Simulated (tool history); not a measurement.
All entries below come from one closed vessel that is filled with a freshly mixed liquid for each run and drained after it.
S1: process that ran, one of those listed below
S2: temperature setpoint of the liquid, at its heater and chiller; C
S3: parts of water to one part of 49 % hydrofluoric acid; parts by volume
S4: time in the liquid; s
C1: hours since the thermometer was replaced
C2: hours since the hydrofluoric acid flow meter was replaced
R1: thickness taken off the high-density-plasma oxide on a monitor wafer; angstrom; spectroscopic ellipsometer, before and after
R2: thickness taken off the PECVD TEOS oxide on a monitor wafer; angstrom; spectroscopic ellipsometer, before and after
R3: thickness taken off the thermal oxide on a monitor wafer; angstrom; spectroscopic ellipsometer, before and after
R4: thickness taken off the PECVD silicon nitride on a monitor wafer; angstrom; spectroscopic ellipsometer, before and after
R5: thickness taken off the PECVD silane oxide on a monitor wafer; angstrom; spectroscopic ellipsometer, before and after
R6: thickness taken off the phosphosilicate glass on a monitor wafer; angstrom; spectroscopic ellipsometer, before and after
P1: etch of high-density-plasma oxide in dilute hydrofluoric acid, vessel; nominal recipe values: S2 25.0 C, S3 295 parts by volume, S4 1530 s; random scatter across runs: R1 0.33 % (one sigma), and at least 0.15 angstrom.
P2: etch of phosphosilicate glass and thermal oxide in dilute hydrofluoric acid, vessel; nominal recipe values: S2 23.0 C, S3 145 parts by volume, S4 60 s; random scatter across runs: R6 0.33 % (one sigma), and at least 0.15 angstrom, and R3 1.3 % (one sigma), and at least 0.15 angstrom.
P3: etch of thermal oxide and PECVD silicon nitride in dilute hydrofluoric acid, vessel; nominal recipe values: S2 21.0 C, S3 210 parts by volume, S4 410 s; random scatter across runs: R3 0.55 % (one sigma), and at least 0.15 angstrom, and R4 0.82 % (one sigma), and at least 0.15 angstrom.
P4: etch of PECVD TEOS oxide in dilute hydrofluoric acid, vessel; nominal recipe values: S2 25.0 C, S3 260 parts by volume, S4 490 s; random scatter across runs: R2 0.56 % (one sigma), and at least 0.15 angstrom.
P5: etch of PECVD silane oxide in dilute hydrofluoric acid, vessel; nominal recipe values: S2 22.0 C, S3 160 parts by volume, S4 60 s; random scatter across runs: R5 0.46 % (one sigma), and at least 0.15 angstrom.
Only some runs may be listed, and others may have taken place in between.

run	hour	S1	S2	S3	S4	C1	C2	R1	R2	R3	R4	R5	R6
1	11.3	P1	25.0	295	1530	427.3	185.9	248.980					
2	27.9	P4	25.0	260	490	443.9	202.5		463.160				
3	39.0	P4	25.0	75	490	455.0	213.6		1996.400				
4	53.5	P3	21.0	315	410	469.5	228.1			42.9780	20.896		
5	64.0	P3	21.0	210	790	480.0	238.6			138.1100	59.399		
6	78.4	P4	25.0	260	30	494.4	253.0		28.609				
7	92.4	P1	21.5	295	1530	508.4	267.0	221.070					
8	105.3	P4	25.0	260	490	521.3	279.9		465.050				
9	118.8	P5	22.0	160	115	534.8	293.4					96.545	
10	127.6	P1	25.0	295	1530	543.6	302.2	250.120					
11	141.7	P1	25.0	535	1530	557.7	316.3	110.580					
12	157.0	P1	25.0	295	810	573.0	331.6	132.180					
13	168.3	P5	22.0	160	60	584.3	342.9					50.348	
14	183.7	P1	25.0	295	1530	599.7	358.3	249.770					
15	197.4	P2	23.0	240	60	613.4	372.0			9.4663			143.80
16	213.1	P2	23.0	145	60	629.1	387.7			17.7220			262.69
17	229.9	P3	21.0	210	410	645.9	404.5			71.8600	31.434		
18	237.9	P1	25.0	295	3050	653.9	412.5	498.790					
19	253.1	P1	25.0	295	1530	669.1	427.7	249.190					
20	264.0	P4	18.0	260	490	680.0	438.6		359.090				
21	278.2	P3	17.0	210	410	694.2	452.8			61.9900	23.744		
22	295.1	P1	18.0	295	270	711.1	469.7	34.522					
23	312.4	P1	25.0	295	1530	728.4	487.0	248.350					
24	328.7	P2	23.0	145	95	744.7	503.3			27.6180			415.45
25	344.8	P2	27.0	145	60	760.8	519.4			20.2690			305.86
26	356.7	P5	28.0	160	60	772.7	531.3					62.944	
27	364.8	P1	30.5	295	1530	780.8	539.4	299.510					
28	382.6	P1	21.5	295	340	798.6	557.2	48.942					
29	397.7	P3	21.0	210	410	813.7	572.3			72.8250	31.144		
30	407.8	P5	22.0	235	60	823.8	582.4					32.014	
31	422.7	P1	25.0	175	1530	838.7	597.3	480.000					
32	439.2	P1	17.5	295	2675	855.2	613.8	333.240					
33	448.2	P1	25.0	295	1530	864.2	622.8	249.130					
34	462.0	P1	25.0	295	1530	878.0	636.6	255.090					
35	476.4	P1	25.0	295	1530	892.4	651.0	257.970					
36	486.0	P1	25.0	295	1530	902.0	660.6	259.740					
37	499.4	P1	25.0	295	1530	915.4	674.0	261.030					
38	514.7	P1	25.0	295	1530	930.7	689.3	262.290					
39	529.6	P1	25.0	295	1530	945.6	704.2	262.410					
40	542.7	P1	25.0	295	1530	958.7	717.3	261.250					

What P1 gives has crept off from where it sat before. The 2 causes that follow fit the log equally well, each at the size noted:
A: hydrofluoric acid flow above the setpoint (%) = 3.8
B: liquid hotter than its thermometer reads (K) = 1.42
Creep in the process output first set in at about hour 448.2.

The list below offers 4 check runs, each averaging the results of 2 wafers, and shows each result as a question mark. For which of them would the listed causes give clearly different results?
check 1	555.8	P5	26.5	160	95							?	
check 2	555.8	P3	17.0	210	785					?	?		
check 3	555.8	P4	18.5	260	310				?				
check 4	555.8	P2	23.0	230	95					?			?

Expected result of each check under each candidate cause:
check	result	if A	if B
check 1	R5	99.135	99.911
check 2	R3	122.7700	124.2000
check 2	R4	47.560	50.457
check 3	R2	243.100	244.960
check 4	R3	16.7440	16.8410
check 4	R6	250.48	251.93
Distance between the nearest two causes, measured in the result of the check that separates them most: check 1 0.78 %; check 2 5.91 %; check 3 0.76 %; check 4 0.57 %
Only check 2 tells the causes apart: in the others they would give nearly the same result.

With check 2 done, the readings were: R3 124.1000 angstrom; R4 49.776 angstrom. Identify which of the listed causes applies.

The correct cause is B, namely: liquid hotter than its thermometer reads (K).
